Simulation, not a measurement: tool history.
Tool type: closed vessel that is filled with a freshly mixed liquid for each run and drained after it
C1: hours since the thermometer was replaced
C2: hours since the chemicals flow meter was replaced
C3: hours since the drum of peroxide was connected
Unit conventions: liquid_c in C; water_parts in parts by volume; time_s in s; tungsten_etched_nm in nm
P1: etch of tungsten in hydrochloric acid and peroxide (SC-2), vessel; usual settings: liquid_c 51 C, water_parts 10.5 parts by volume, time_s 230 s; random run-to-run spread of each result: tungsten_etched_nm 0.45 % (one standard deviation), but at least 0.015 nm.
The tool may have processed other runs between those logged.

run 1 hour=14.3 | liquid_c=51 water_parts=10.5 time_s=230 | C1=1754.3 C2=786.7 C3=290.6 | tungsten_etched_nm=55.342
run 2 hour=22.9 | liquid_c=35.5 water_parts=10.5 time_s=230 | C1=1762.9 C2=795.3 C3=299.2 | tungsten_etched_nm=18.639
run 3 hour=29.6 | liquid_c=65 water_parts=10.5 time_s=230 | C1=1769.6 C2=802 C3=305.9 | tungsten_etched_nm=132.78
run 4 hour=36.5 | liquid_c=51 water_parts=10.5 time_s=230 | C1=1776.5 C2=808.9 C3=312.8 | tungsten_etched_nm=54.854
run 5 hour=45.1 | liquid_c=37.5 water_parts=10.5 time_s=120 | C1=1785.1 C2=817.5 C3=321.4 | tungsten_etched_nm=11.332
run 6 hour=54.8 | liquid_c=51 water_parts=10.5 time_s=230 | C1=1794.8 C2=827.2 C3=331.1 | tungsten_etched_nm=55.399
run 7 hour=61.3 | liquid_c=51 water_parts=10.5 time_s=30 | C1=1801.3 C2=833.7 C3=337.6 | tungsten_etched_nm=7.1375
run 8 hour=74.8 | liquid_c=51 water_parts=14.5 time_s=365 | C1=1814.8 C2=847.2 C3=351.1 | tungsten_etched_nm=65.928
run 9 hour=86.3 | liquid_c=51 water_parts=16 time_s=230 | C1=1826.3 C2=858.7 C3=362.6 | tungsten_etched_nm=38.121
run 10 hour=99.5 | liquid_c=51 water_parts=10.5 time_s=400 | C1=1839.5 C2=871.9 C3=375.8 | tungsten_etched_nm=95.573
run 11 hour=112.8 | liquid_c=51 water_parts=10.5 time_s=230 | C1=1852.8 C2=885.2 C3=389.1 | tungsten_etched_nm=55.366
-- hour=124.8 new drum of peroxide connected
run 12 hour=125.9 | liquid_c=51 water_parts=10.5 time_s=230 | C1=1865.9 C2=898.3 C3=1.2 | tungsten_etched_nm=54.541
run 13 hour=137.4 | liquid_c=51 water_parts=4 time_s=230 | C1=1877.4 C2=909.8 C3=12.7 | tungsten_etched_nm=114.32
run 14 hour=150.4 | liquid_c=51 water_parts=10.5 time_s=230 | C1=1890.4 C2=922.8 C3=25.7 | tungsten_etched_nm=55.058
run 15 hour=160 | liquid_c=51 water_parts=10.5 time_s=230 | C1=1900 C2=932.4 C3=35.3 | tungsten_etched_nm=55.222
run 16 hour=172.1 | liquid_c=51 water_parts=10.5 time_s=230 | C1=1912.1 C2=944.5 C3=47.4 | tungsten_etched_nm=56.612
run 17 hour=185.8 | liquid_c=51 water_parts=10.5 time_s=230 | C1=1925.8 C2=958.2 C3=61.1 | tungsten_etched_nm=57.682
run 18 hour=196.8 | liquid_c=51 water_parts=10.5 time_s=230 | C1=1936.8 C2=969.2 C3=72.1 | tungsten_etched_nm=58.031
run 19 hour=206.5 | liquid_c=51 water_parts=10.5 time_s=230 | C1=1946.5 C2=978.9 C3=81.8 | tungsten_etched_nm=58.717
run 20 hour=217.6 | liquid_c=51 water_parts=10.5 time_s=230 | C1=1957.6 C2=990 C3=92.9 | tungsten_etched_nm=58.955
run 21 hour=225.7 | liquid_c=51 water_parts=10.5 time_s=230 | C1=1965.7 C2=998.1 C3=101 | tungsten_etched_nm=59.128
run 22 hour=233.4 | liquid_c=51 water_parts=10.5 time_s=230 | C1=1973.4 C2=1005.8 C3=108.7 | tungsten_etched_nm=58.69
run 23 hour=242.9 | liquid_c=51 water_parts=10.5 time_s=230 | C1=1982.9 C2=1015.3 C3=118.2 | tungsten_etched_nm=58.912
run 24 hour=251.7 | liquid_c=51 water_parts=10.5 time_s=230 | C1=1991.7 C2=1024.1 C3=127 | tungsten_etched_nm=59.408
run 25 hour=264.5 | liquid_c=51 water_parts=10.5 time_s=230 | C1=2004.5 C2=1036.9 C3=139.8 | tungsten_etched_nm=59.049
run 26 hour=273.9 | liquid_c=51 water_parts=10.5 time_s=230 | C1=2013.9 C2=1046.3 C3=149.2 | tungsten_etched_nm=59.055

Compared with where it was, what P1 gives has crept away. Each cause listed below fits the log as well as the rest, at the size given for it:
A: chemicals flow above the setpoint (%) = 9.06
B: liquid hotter than its thermometer reads (K) = 1.1
The drift started at roughly hour 160.
What rules out each remaining cause:
peroxide weaker than its label (%): limited to 8, which would change tungsten_etched_nm by -7.4 %, either short of the creep or opposite in sign

Which of the 4 check runs listed below, each an average over 3 wafers with its results shown as question marks, gives clearly different results under the different listed causes?
run check 1 hour=283.3 | liquid_c=36.5 water_parts=14 time_s=230 | tungsten_etched_nm=?
run check 2 hour=283.3 | liquid_c=38 water_parts=4 time_s=230 | tungsten_etched_nm=?
run check 3 hour=283.3 | liquid_c=57.5 water_parts=10.5 time_s=230 | tungsten_etched_nm=?
run check 4 hour=283.3 | liquid_c=51 water_parts=14.5 time_s=230 | tungsten_etched_nm=?

What every check run would give for each of its results, assuming each possible cause in turn:
check=check_1 result=tungsten_etched_nm if_A=16.965 if_B=17.036
check=check_2 result=tungsten_etched_nm if_A=49.495 if_B=50.591
check=check_3 result=tungsten_etched_nm if_A=90.286 if_B=90.062
check=check_4 result=tungsten_etched_nm if_A=44.998 if_B=44.855
How far apart the two closest causes lie, in the result that separates them most: check 1 0.41 %; check 2 2.19 %; check 3 0.25 %; check 4 0.32 %
The other checks would show nearly matching results whichever cause is true, so check 2 is the only one that separates the causes.

Here is what check 2 returned: tungsten_etched_nm 50.437 nm. Which cause is it?

The correct cause is B, namely: liquid hotter than its thermometer reads (K).

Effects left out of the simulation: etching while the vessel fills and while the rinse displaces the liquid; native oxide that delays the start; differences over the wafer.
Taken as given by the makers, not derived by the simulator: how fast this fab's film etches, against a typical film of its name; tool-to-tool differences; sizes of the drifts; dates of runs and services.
